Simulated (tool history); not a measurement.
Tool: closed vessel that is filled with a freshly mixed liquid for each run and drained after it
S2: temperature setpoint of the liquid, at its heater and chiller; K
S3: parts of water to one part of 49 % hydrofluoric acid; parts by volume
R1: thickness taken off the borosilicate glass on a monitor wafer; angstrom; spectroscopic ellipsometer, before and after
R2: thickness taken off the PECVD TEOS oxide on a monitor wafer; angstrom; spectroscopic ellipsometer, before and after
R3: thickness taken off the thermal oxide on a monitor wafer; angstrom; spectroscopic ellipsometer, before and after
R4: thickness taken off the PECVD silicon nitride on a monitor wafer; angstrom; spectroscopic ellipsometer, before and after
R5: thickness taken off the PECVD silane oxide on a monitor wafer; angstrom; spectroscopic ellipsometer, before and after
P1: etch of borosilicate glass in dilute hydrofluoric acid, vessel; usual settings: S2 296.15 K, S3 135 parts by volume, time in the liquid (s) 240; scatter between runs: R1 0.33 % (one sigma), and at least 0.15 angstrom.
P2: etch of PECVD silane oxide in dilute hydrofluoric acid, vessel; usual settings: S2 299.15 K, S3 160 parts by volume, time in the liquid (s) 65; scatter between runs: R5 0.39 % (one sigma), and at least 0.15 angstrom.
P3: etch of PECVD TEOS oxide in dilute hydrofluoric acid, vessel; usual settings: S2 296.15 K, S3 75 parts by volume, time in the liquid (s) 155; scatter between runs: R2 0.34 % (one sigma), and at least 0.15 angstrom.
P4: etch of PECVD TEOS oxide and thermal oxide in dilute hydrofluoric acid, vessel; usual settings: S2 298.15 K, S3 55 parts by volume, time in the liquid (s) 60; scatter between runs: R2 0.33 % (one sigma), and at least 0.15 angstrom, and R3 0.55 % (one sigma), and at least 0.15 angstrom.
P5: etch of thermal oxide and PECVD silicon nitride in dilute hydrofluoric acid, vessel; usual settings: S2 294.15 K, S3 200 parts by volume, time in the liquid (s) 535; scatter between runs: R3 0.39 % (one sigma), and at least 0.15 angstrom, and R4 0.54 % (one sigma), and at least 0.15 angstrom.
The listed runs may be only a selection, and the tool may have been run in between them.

Run 1, hour 4.4: process that ran P1, S2 296.15 K, S3 135 parts by volume, time in the liquid (s) 240. Result: R1 499.61 angstrom.
Run 2, hour 10.0: process that ran P1, S2 296.15 K, S3 135 parts by volume, time in the liquid (s) 240. Result: R1 499.38 angstrom.
Run 3, hour 15.4: process that ran P3, S2 290.15 K, S3 75 parts by volume, time in the liquid (s) 155. Result: R2 306.160 angstrom.
Run 4, hour 19.6: process that ran P1, S2 296.15 K, S3 135 parts by volume, time in the liquid (s) 430. Result: R1 899.97 angstrom.
Run 5, hour 24.4: process that ran P4, S2 298.15 K, S3 55 parts by volume, time in the liquid (s) 60. Result: R2 180.590 angstrom, R3 56.248 angstrom.
Run 6, hour 27.9: process that ran P5, S2 294.15 K, S3 200 parts by volume, time in the liquid (s) 535. Result: R3 103.110 angstrom, R4 94.996 angstrom.
Run 7, hour 35.0: process that ran P3, S2 296.15 K, S3 75 parts by volume, time in the liquid (s) 155. Result: R2 393.100 angstrom.
Run 8, hour 41.4: process that ran P1, S2 290.15 K, S3 135 parts by volume, time in the liquid (s) 240. Result: R1 392.74 angstrom.
Run 9, hour 46.5: process that ran P2, S2 299.15 K, S3 160 parts by volume, time in the liquid (s) 105. Result: R5 252.68 angstrom.
Run 10, hour 49.9: process that ran P2, S2 299.15 K, S3 35 parts by volume, time in the liquid (s) 65. Result: R5 846.09 angstrom.
Run 11, hour 54.9: process that ran P3, S2 296.15 K, S3 45 parts by volume, time in the liquid (s) 155. Result: R2 679.440 angstrom.
Run 12, hour 59.7: process that ran P4, S2 305.65 K, S3 55 parts by volume, time in the liquid (s) 60. Result: R2 242.280 angstrom, R3 77.018 angstrom.
Run 13, hour 64.2: process that ran P1, S2 296.15 K, S3 135 parts by volume, time in the liquid (s) 110. Result: R1 228.93 angstrom.
Run 14, hour 68.8: process that ran P2, S2 299.15 K, S3 160 parts by volume, time in the liquid (s) 65. Result: R5 157.77 angstrom.
Run 15, hour 76.0: process that ran P1, S2 296.15 K, S3 195 parts by volume, time in the liquid (s) 115. Result: R1 155.33 angstrom.
Run 16, hour 80.8: process that ran P5, S2 300.65 K, S3 200 parts by volume, time in the liquid (s) 535. Result: R3 130.870 angstrom, R4 142.250 angstrom.
Run 17, hour 85.1: process that ran P4, S2 298.15 K, S3 55 parts by volume, time in the liquid (s) 60. Result: R2 179.950 angstrom, R3 57.309 angstrom.
Run 18, hour 88.6: process that ran P1, S2 296.15 K, S3 230 parts by volume, time in the liquid (s) 240. Result: R1 264.67 angstrom.
Run 19, hour 92.1: process that ran P2, S2 299.15 K, S3 160 parts by volume, time in the liquid (s) 65. Result: R5 158.53 angstrom.
Run 20, hour 99.3: process that ran P4, S2 298.15 K, S3 105 parts by volume, time in the liquid (s) 60. Result: R2 88.887 angstrom, R3 27.869 angstrom.
Run 21, hour 105.9: process that ran P2, S2 292.65 K, S3 160 parts by volume, time in the liquid (s) 65. Result: R5 121.98 angstrom.
Run 22, hour 110.3: process that ran P1, S2 296.15 K, S3 135 parts by volume, time in the liquid (s) 240. Result: R1 502.10 angstrom.
Run 23, hour 116.2: process that ran P4, S2 298.15 K, S3 55 parts by volume, time in the liquid (s) 30. Result: R2 90.221 angstrom, R3 28.350 angstrom.
Run 24, hour 119.8: process that ran P5, S2 294.15 K, S3 200 parts by volume, time in the liquid (s) 200. Result: R3 38.490 angstrom, R4 35.104 angstrom.
Run 25, hour 123.8: process that ran P1, S2 296.15 K, S3 35 parts by volume, time in the liquid (s) 240. Result: R1 2172.30 angstrom.

Run 26 comes next. What will it give?
Run 26, hour 129.2: process that ran P1, S2 296.15 K, S3 135 parts by volume, time in the liquid (s) 240. Result: R1 ?.

{"run 26": {"R1": 500.06}}

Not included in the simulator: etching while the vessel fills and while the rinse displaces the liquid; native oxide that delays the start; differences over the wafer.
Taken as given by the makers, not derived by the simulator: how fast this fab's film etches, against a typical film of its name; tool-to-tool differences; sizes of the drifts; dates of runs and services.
